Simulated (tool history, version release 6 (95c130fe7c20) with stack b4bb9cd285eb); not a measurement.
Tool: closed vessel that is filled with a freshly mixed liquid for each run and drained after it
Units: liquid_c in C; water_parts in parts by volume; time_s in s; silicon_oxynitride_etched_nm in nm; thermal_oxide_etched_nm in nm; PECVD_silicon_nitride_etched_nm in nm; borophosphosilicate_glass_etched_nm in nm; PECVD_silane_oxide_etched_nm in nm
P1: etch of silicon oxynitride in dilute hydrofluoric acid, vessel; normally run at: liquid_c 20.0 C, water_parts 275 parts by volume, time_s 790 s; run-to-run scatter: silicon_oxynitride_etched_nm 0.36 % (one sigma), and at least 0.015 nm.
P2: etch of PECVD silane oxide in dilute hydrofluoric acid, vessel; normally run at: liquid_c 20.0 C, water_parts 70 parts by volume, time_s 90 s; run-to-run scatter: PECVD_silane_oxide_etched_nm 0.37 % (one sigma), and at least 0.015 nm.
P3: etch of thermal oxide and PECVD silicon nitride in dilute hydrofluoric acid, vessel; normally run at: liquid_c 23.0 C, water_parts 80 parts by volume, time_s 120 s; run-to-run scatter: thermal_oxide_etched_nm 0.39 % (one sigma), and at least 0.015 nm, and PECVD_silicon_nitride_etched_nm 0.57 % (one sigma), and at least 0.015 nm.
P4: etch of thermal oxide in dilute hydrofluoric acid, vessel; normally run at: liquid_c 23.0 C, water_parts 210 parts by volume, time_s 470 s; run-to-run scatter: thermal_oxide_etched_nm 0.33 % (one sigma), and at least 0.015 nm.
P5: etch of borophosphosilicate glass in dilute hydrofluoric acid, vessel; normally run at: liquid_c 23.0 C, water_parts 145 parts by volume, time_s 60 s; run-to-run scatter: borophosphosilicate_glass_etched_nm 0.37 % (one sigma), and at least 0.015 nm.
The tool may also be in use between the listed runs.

run	hour	process	liquid_c	water_parts	time_s	hours since the thermometer was replaced	hours since the hydrofluoric acid flow meter was replaced	silicon_oxynitride_etched_nm	thermal_oxide_etched_nm	PECVD_silicon_nitride_etched_nm	borophosphosilicate_glass_etched_nm	PECVD_silane_oxide_etched_nm
1	6.0	P1	20.0	275	790	838.6	991.6	5.9633				
2	10.5	P3	23.0	80	220	843.1	996.1		12.86700	10.1660		
3	17.6	P1	20.0	275	790	850.2	1003.2	5.9827				
4	22.6	P4	23.0	95	470	855.2	1008.2		23.06900			
5	26.3	P5	19.0	145	60	858.9	1011.9				8.7467	
6	32.2	P3	27.5	80	120	864.8	1017.8		8.37960	7.5744		
7	37.9	P1	20.0	145	790	870.5	1023.5	12.2390				
8	45.6	P1	20.0	275	225	878.2	1031.2	1.6722				
9	53.6	P5	23.0	145	60	886.2	1039.2				10.1510	
10	57.5	P1	20.0	275	1380	890.1	1043.1	10.4440				
11	62.0	P2	20.0	30	90	894.6	1047.6					134.940
12	68.8	P1	25.0	275	790	901.4	1054.4	7.3997				
13	75.0	P3	23.0	80	120	907.6	1060.6		6.93590	5.5702		
14	81.4	P4	23.0	210	40	914.0	1067.0		0.76749			
15	85.5	P5	23.0	145	60	918.1	1071.1				10.2000	
16	91.2	P3	23.0	30	120	923.8	1076.8		19.75800	14.5960		
17	95.9	P1	20.0	275	790	928.5	1081.5	5.9036				
18	101.6	P1	20.0	145	310	934.2	1087.2	4.8331				
19	107.5	P2	20.0	70	45	940.1	1093.1					27.495
20	112.4	P2	17.0	70	90	945.0	1098.0					48.155
21	119.9	P1	20.0	75	1400	952.5	1105.5	44.1940				
22	127.7	P2	20.0	70	90	960.3	1113.3					55.236
23	133.1	P4	17.0	210	470	965.7	1118.7		7.26180			
24	139.0	P3	23.0	80	120	971.6	1124.6		7.00950	5.6201		
# hour 140.7: thermometer replaced
25	144.7	P1	20.0	275	790	4.0	1130.3	5.9616				
26	150.3	P5	23.0	145	30	9.6	1135.9				5.0891	
27	157.0	P1	20.0	445	790	16.3	1142.6	3.3519				
28	162.1	P2	20.0	70	90	21.4	1147.7					55.226
29	169.5	P4	23.0	210	470	28.8	1155.1		9.16510			
30	175.7	P1	17.0	275	790	35.0	1161.3	5.1976				
31	181.1	P5	23.0	30	60	40.4	1166.7				56.4700	

Forecast run 32:
32	187.1	P1	20.0	275	790	46.4	1172.7	?				

{"run 32": {"silicon_oxynitride_etched_nm": 5.9599}}

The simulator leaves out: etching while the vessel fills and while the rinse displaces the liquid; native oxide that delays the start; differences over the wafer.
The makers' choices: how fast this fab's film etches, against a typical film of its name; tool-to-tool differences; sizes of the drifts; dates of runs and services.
